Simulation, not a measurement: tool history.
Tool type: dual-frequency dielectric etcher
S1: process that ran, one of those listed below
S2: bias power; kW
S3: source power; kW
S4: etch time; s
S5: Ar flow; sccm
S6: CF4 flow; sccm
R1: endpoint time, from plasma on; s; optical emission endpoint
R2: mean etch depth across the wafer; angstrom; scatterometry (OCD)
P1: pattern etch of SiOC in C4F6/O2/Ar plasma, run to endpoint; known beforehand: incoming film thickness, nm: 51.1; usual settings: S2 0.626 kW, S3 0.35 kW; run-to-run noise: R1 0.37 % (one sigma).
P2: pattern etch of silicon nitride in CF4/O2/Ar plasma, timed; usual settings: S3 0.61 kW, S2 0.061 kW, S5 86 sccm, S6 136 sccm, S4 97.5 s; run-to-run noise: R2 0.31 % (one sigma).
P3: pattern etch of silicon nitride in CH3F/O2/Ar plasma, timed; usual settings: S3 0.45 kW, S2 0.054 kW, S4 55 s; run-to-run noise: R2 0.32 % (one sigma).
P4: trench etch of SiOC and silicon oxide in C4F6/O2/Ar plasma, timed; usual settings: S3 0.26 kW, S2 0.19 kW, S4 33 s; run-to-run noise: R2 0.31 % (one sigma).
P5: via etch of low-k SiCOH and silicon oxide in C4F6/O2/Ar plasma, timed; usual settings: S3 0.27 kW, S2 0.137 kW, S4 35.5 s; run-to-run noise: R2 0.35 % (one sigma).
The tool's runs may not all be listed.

run	hour	S1	S2	S3	S4	S5	S6	R1	R2
1	6.1	P1	0.626	0.35				17.061	
2	12.4	P3	0.054	0.55	55				399.03
3	18.4	P2	0.061	0.61	97.5	118	136		2452
4	24.4	P1	0.626	0.35				17.103	
5	31.1	P1	0.826	0.35				15.364	
6	36.4	P2	0.061	0.83	97.5	86	136		3321.9
7	43.8	P5	0.137	0.27	27				554.98
8	52.2	P1	0.626	0.35				17.217	
9	59.8	P1	0.626	0.48				15.34	
10	66.3	P1	0.626	0.35				17.151	
11	75	P2	0.084	0.61	97.5	86	136		2864.7
12	80.9	P2	0.061	0.61	97.5	86	136		2536.6
13	85.9	P2	0.061	0.61	97.5	86	189		2606.4
14	93.5	P4	0.19	0.26	33				569.02
15	99.5	P3	0.054	0.45	80				534.11
16	106.9	P5	0.137	0.27	35.5				731.26
17	115.8	P5	0.137	0.27	35.5				728.37
18	122.3	P2	0.061	0.61	124.5	86	136		3228.2
19	127	P1	0.473	0.43				17.677	
20	135.5	P1	0.433	0.35				19.646	
21	141.2	P4	0.19	0.16	33				473.5
22	145.6	P3	0.054	0.45	55				367.95
23	152.2	P1	0.626	0.35				17.145	
24	156.6	P3	0.035	0.45	55				323.06
25	165.1	P1	0.626	0.21				20.602	
26	173.6	P1	0.745	0.25				18.035	
27	178.7	P5	0.092	0.27	35.5				651.27
28	185.8	P4	0.133	0.26	33				509.77
29	190.9	P5	0.137	0.22	35.5				671.91
30	198.7	P4	0.19	0.26	48.5				842.83
31	207.4	P2	0.061	0.61	97.5	86	136		2535.2
32	213.4	P1	0.626	0.35				17.141	
33	217.8	P1	0.626	0.35				17.254	
34	222.2	P1	0.626	0.35				17.27	
35	228	P1	0.626	0.35				17.423	
# hour 229.3: wet clean of the chamber
36	232.5	P1	0.626	0.35				17.328	
37	239.2	P1	0.626	0.35				17.371	
38	245.3	P1	0.626	0.35				17.427	

The output of P1 has drifted from where it used to be. Each of the 2 causes below, taken at the size shown beside it, accounts for the log equally well:
A: bias power that arrives under what is set, % = 4.64
B: source power that arrives under what is set, % = 4.91
The drift started at roughly hour 213.4.
Every other cause this tool's parts could produce, and why it does not fit the log:
chamber walls in a state that lowers the etch rate, %: serviced after onset, at hour 229.3, with no recovery of the prior output

Of the 4 check runs listed below, each run on one wafer and each result written as a question mark, which would let you distinguish the listed causes because they would give clearly different results?
check 1	251.4	P2	0.061	0.82	97.5	116	136		?
check 2	251.4	P3	0.036	0.45	74.5				?
check 3	251.4	P4	0.161	0.26	44				?
check 4	251.4	P5	0.1	0.27	27.5				?

Outcome of each check run for each possible cause:
check	result	if A	if B
check 1	R2	3126.1	3044.3
check 2	R2	434.52	431.49
check 3	R2	710.41	707.26
check 4	R2	507.86	504.43
Per-check spread between the two closest causes, in the result where they differ most: check 1 2.65 %; check 2 0.7 %; check 3 0.45 %; check 4 0.68 %
Check 1 is the one run that separates the causes; every other check would come out nearly the same whichever cause is at work.

Check 1 was then run and gave: R2 3044.9 angstrom. Which cause is it?

The correct cause is B, namely: source power that arrives under what is set, %.

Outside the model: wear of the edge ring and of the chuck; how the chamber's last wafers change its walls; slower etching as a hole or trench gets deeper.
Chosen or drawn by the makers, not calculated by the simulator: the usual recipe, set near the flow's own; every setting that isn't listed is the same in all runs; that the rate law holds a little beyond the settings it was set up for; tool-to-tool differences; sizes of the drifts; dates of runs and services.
